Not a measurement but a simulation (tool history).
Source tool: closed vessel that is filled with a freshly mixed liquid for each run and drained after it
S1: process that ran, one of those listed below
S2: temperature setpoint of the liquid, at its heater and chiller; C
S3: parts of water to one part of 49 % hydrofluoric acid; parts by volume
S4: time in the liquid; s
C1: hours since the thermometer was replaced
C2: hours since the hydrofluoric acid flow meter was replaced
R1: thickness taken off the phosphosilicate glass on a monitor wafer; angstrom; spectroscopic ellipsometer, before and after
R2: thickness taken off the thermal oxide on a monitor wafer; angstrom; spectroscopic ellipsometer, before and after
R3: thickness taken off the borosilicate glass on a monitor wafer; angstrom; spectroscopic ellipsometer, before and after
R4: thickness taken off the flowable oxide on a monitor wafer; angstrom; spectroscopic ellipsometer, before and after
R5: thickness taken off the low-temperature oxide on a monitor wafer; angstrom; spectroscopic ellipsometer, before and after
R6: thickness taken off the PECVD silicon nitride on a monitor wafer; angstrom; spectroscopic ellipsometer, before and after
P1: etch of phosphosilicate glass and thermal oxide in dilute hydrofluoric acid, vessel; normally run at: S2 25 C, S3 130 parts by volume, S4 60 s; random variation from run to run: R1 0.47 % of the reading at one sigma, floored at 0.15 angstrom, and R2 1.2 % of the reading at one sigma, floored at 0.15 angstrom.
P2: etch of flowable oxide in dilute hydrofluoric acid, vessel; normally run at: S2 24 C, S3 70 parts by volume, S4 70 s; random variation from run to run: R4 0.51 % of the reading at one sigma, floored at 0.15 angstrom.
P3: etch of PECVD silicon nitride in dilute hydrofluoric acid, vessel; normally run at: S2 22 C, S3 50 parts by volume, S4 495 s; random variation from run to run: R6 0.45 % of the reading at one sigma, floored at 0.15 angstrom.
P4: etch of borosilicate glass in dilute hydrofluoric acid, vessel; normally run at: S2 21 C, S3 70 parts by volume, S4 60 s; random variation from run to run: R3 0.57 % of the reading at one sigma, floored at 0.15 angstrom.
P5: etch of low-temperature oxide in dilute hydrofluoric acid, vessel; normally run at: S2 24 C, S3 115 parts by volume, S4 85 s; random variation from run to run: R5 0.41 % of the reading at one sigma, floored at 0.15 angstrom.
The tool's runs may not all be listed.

run	hour	S1	S2	S3	S4	C1	C2	R1	R2	R3	R4	R5	R6
1	7.1	P1	25	130	60	1361.2	1064.8	391.96	21.971				
2	13.1	P1	25	130	60	1367.2	1070.8	393.16	21.842				
3	17.7	P4	21	70	30	1371.8	1075.4			147.56			
4	23.1	P2	24	70	70	1377.2	1080.8				330.89		
5	27.5	P5	24	65	85	1381.6	1085.2					185.25	
6	31.9	P5	28.5	115	85	1386	1089.6					116.71	
7	36.3	P1	30.5	130	60	1390.4	1094	482.29	26.264				
8	44.2	P2	24	70	70	1398.3	1101.9				330.59		
9	52.4	P4	21	120	60	1406.5	1110.1			163.81			
10	60.7	P1	25	130	60	1414.8	1118.4	393.05	21.21				
11	65.7	P3	22	20	495	1419.8	1123.4						718.48
12	73	P3	22	50	40	1427.1	1130.7						24.254
13	78.2	P3	22	50	495	1432.3	1135.9						296.95
14	85.1	P1	25	130	120	1439.2	1142.8	787.21	44.006				
15	89.6	P2	24	125	70	1443.7	1147.3				173.36		
16	96.2	P2	24	70	135	1450.3	1153.9				639.07		
17	103.1	P1	19	85	60	1457.2	1160.8	497.75	27.382				
18	108.5	P1	25	75	60	1462.6	1166.2	728.61	39.888				
19	114.9	P3	22	50	495	1469	1172.6						294.48
20	120	P5	24	115	85	1474.1	1177.7					97.688	
21	125.4	P2	32	70	70	1479.5	1183.1				446.69		
22	131.7	P1	19.5	130	30	1485.8	1189.4	159.83	8.6881				
23	138.5	P5	24	115	30	1492.6	1196.2					34.237	
24	145.4	P4	17	70	60	1499.5	1203.1			249.11			
25	152.6	P4	21	70	60	1506.7	1210.3			293.45			
26	159.3	P1	25	130	60	1513.4	1217	393.02	22.126				
27	163.7	P3	17	50	495	1517.8	1221.4						209.79
28	169.4	P1	25	130	30	1523.5	1227.1	196.59	10.973				
29	173.9	P1	21.5	130	95	1528	1231.6	544.37	30.576				
30	178	P1	25	235	60	1532.1	1235.7	193.23	10.851				
31	184.2	P1	21.5	130	60	1538.3	1241.9	344.02	19				
32	191.5	P1	25	130	60	1545.6	1249.2	392.04	21.771				
33	195.3	P1	25	130	60	1549.4	1253	401.77	22.808				
34	203.7	P1	25	130	60	1557.8	1261.4	415.31	23.342				
35	212	P1	25	130	60	1566.1	1269.7	418.11	24.006				
36	217	P1	25	130	60	1571.1	1274.7	418.78	22.949				
37	223.1	P1	25	130	60	1577.2	1280.8	424.58	23.286				
38	228.5	P1	25	130	60	1582.6	1286.2	419.9	23.921				
39	233.6	P1	25	130	60	1587.7	1291.3	420.95	23.291				

The output of P1 has drifted from where it used to be. Each of the 2 causes below, taken at the size shown beside it, accounts for the log equally well:
A: liquid hotter than its thermometer reads (K) = 1.92
B: hydrofluoric acid flow above the setpoint (%) = 6.54
The gradual shift began around hour 191.5.

Which of the 4 check runs listed below separates the causes, so that each cause would produce a clearly different result? Each run uses one wafer, and its results are marked with question marks.
check 1	238.7	P2	24	70	115						?		
check 2	238.7	P3	22	50	210								?
check 3	238.7	P4	17	70	60					?			
check 4	238.7	P5	27	115	85							?	

Expected result of each check under each candidate cause:
check	result	if A	if B
check 1	R4	584.14	579.36
check 2	R6	143.92	134.37
check 3	R3	271.3	267.6
check 4	R5	117.45	117.45
Smallest distance between any two causes, each pair judged by its most separating result, in per cent: check 1 0.82 %; check 2 6.87 %; check 3 1.37 %; check 4 0 %
Check 2 tells the causes apart: in the others they would give nearly the same result.

The results of check 2 are: R6 142.98 angstrom. Based on these, which of the listed causes is it?

It was cause A: liquid hotter than its thermometer reads (K).

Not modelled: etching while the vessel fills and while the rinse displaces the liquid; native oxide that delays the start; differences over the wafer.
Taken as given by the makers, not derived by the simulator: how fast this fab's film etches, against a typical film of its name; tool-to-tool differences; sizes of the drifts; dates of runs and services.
